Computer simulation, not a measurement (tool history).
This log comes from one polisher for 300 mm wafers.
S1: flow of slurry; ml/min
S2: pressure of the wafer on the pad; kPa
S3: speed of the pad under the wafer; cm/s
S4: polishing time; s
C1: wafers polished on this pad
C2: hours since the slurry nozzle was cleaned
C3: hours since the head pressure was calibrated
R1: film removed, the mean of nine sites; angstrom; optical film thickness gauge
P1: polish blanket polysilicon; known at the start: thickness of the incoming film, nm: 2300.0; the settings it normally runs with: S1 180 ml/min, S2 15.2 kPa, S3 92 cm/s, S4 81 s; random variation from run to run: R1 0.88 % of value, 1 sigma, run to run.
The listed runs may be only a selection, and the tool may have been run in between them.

Run 1, hour 5.2: S1 180 ml/min, S2 15.2 kPa, S3 92 cm/s, S4 81 s; C1 667; C2 266.3; C3 962.0. Result: R1 5121.0 angstrom.
Run 2, hour 11.2: S1 180 ml/min, S2 15.2 kPa, S3 92 cm/s, S4 81 s; C1 727; C2 272.3; C3 968.0. Result: R1 5183.5 angstrom.
Run 3, hour 20.1: S1 180 ml/min, S2 20.7 kPa, S3 92 cm/s, S4 54 s; C1 816; C2 281.2; C3 976.9. Result: R1 4689.9 angstrom.
Run 4, hour 24.9: S1 180 ml/min, S2 15.2 kPa, S3 134 cm/s, S4 81 s; C1 864; C2 286.0; C3 981.7. Result: R1 7606.7 angstrom.
Run 5, hour 34.1: S1 180 ml/min, S2 6.9 kPa, S3 92 cm/s, S4 81 s; C1 956; C2 295.2; C3 990.9. Result: R1 2377.8 angstrom.
Run 6, hour 41.1: S1 180 ml/min, S2 15.2 kPa, S3 92 cm/s, S4 81 s; C1 1026; C2 302.2; C3 997.9. Result: R1 5252.0 angstrom.
Run 7, hour 45.4: S1 180 ml/min, S2 15.2 kPa, S3 42 cm/s, S4 81 s; C1 1069; C2 306.5; C3 1002.2. Result: R1 2391.1 angstrom.
Run 8, hour 52.8: S1 180 ml/min, S2 15.2 kPa, S3 92 cm/s, S4 126 s; C1 1143; C2 313.9; C3 1009.6. Result: R1 8054.7 angstrom.
At hour 55.5: slurry nozzle cleaned.
Run 9, hour 59.7: S1 180 ml/min, S2 15.2 kPa, S3 92 cm/s, S4 81 s; C1 1212; C2 4.2; C3 1016.5. Result: R1 5224.7 angstrom.
Run 10, hour 64.3: S1 180 ml/min, S2 15.2 kPa, S3 92 cm/s, S4 81 s; C1 1258; C2 8.8; C3 1021.1. Result: R1 5241.4 angstrom.
Run 11, hour 69.8: S1 110 ml/min, S2 15.2 kPa, S3 92 cm/s, S4 81 s; C1 1313; C2 14.3; C3 1026.6. Result: R1 4833.7 angstrom.
Run 12, hour 75.7: S1 255 ml/min, S2 15.2 kPa, S3 92 cm/s, S4 81 s; C1 1372; C2 20.2; C3 1032.5. Result: R1 5490.2 angstrom.
Run 13, hour 81.2: S1 180 ml/min, S2 22.8 kPa, S3 92 cm/s, S4 81 s; C1 1427; C2 25.7; C3 1038.0. Result: R1 7704.2 angstrom.
At hour 82.3: head pressure recalibrated.
Run 14, hour 89.8: S1 180 ml/min, S2 15.2 kPa, S3 92 cm/s, S4 39 s; C1 1513; C2 34.3; C3 7.5. Result: R1 2547.5 angstrom.
Run 15, hour 97.2: S1 180 ml/min, S2 15.2 kPa, S3 92 cm/s, S4 81 s; C1 1587; C2 41.7; C3 14.9. Result: R1 5165.4 angstrom.
Run 16, hour 103.3: S1 180 ml/min, S2 15.2 kPa, S3 92 cm/s, S4 81 s; C1 1648; C2 47.8; C3 21.0. Result: R1 5212.2 angstrom.
Run 17, hour 110.9: S1 180 ml/min, S2 20.7 kPa, S3 128 cm/s, S4 81 s; C1 1724; C2 55.4; C3 28.6. Result: R1 9899.9 angstrom.
Run 18, hour 115.0: S1 180 ml/min, S2 15.2 kPa, S3 92 cm/s, S4 81 s; C1 1765; C2 59.5; C3 32.7. Result: R1 5248.4 angstrom.
Run 19, hour 120.2: S1 180 ml/min, S2 15.2 kPa, S3 92 cm/s, S4 81 s; C1 1817; C2 64.7; C3 37.9. Result: R1 5035.2 angstrom.
Run 20, hour 126.2: S1 180 ml/min, S2 15.2 kPa, S3 92 cm/s, S4 81 s; C1 1877; C2 70.7; C3 43.9. Result: R1 4964.0 angstrom.
Run 21, hour 131.1: S1 180 ml/min, S2 15.2 kPa, S3 92 cm/s, S4 81 s; C1 1926; C2 75.6; C3 48.8. Result: R1 4991.2 angstrom.
Run 22, hour 139.2: S1 180 ml/min, S2 15.2 kPa, S3 92 cm/s, S4 81 s; C1 2007; C2 83.7; C3 56.9. Result: R1 4977.5 angstrom.
Run 23, hour 145.8: S1 180 ml/min, S2 15.2 kPa, S3 92 cm/s, S4 81 s; C1 2073; C2 90.3; C3 63.5. Result: R1 4879.7 angstrom.
Run 24, hour 150.5: S1 180 ml/min, S2 15.2 kPa, S3 92 cm/s, S4 81 s; C1 2121; C2 95.0; C3 68.2. Result: R1 4806.4 angstrom.
At hour 157.2: worn pad replaced by a new one.
Run 25, hour 157.6: S1 180 ml/min, S2 15.2 kPa, S3 92 cm/s, S4 81 s; C1 4; C2 102.1; C3 75.3. Result: R1 4815.3 angstrom.
Run 26, hour 166.3: S1 180 ml/min, S2 15.2 kPa, S3 92 cm/s, S4 81 s; C1 91; C2 110.8; C3 84.0. Result: R1 4849.4 angstrom.
Run 27, hour 171.9: S1 180 ml/min, S2 15.2 kPa, S3 92 cm/s, S4 81 s; C1 147; C2 116.4; C3 89.6. Result: R1 4852.5 angstrom.

What P1 gives has crept away from where it was. These 2 causes fit the log equally well, each at the size given:
A: slurry flow missing at the pad, % = 35.6
B: head's pressure below its setpoint, % = 7.55
The creep began at about hour 115.0.
Each remaining cause and why it is not a fit:
removal rate lost through wear of the pad, %: serviced at hour 157.2, which brought nothing back

The list below offers 4 check runs, each averaging the results of 3 wafers, and shows each result as a question mark. For which of them would the listed causes give clearly different results?
Run check 1, hour 177.5: S1 180 ml/min, S2 6.9 kPa, S3 92 cm/s, S4 48 s. Result: R1 ?.
Run check 2, hour 177.5: S1 180 ml/min, S2 9.7 kPa, S3 126 cm/s, S4 81 s. Result: R1 ?.
Run check 3, hour 177.5: S1 110 ml/min, S2 15.2 kPa, S3 92 cm/s, S4 120 s. Result: R1 ?.
Run check 4, hour 177.5: S1 180 ml/min, S2 22.8 kPa, S3 128 cm/s, S4 81 s. Result: R1 ?.

What every check run would give for each of its results, assuming each possible cause in turn:
  check  result     if A     if B
check 1      R1   1301.2   1301.1
check 2      R1   4210.0   4209.9
check 3      R1   6262.5   6539.7
check 4      R1  10081.0  10081.0
Minimum pairwise separation of causes per check, each pair taken at its best-separating result: check 1 0 %; check 2 0 %; check 3 4.33 %; check 4 0 %
The causes can be told apart only by check 3. The other checks would give nearly the same results under each of them.

Check 3 was then run and gave: R1 6577.1 angstrom. Which cause is it?

B is the cause: head's pressure below its setpoint, %.
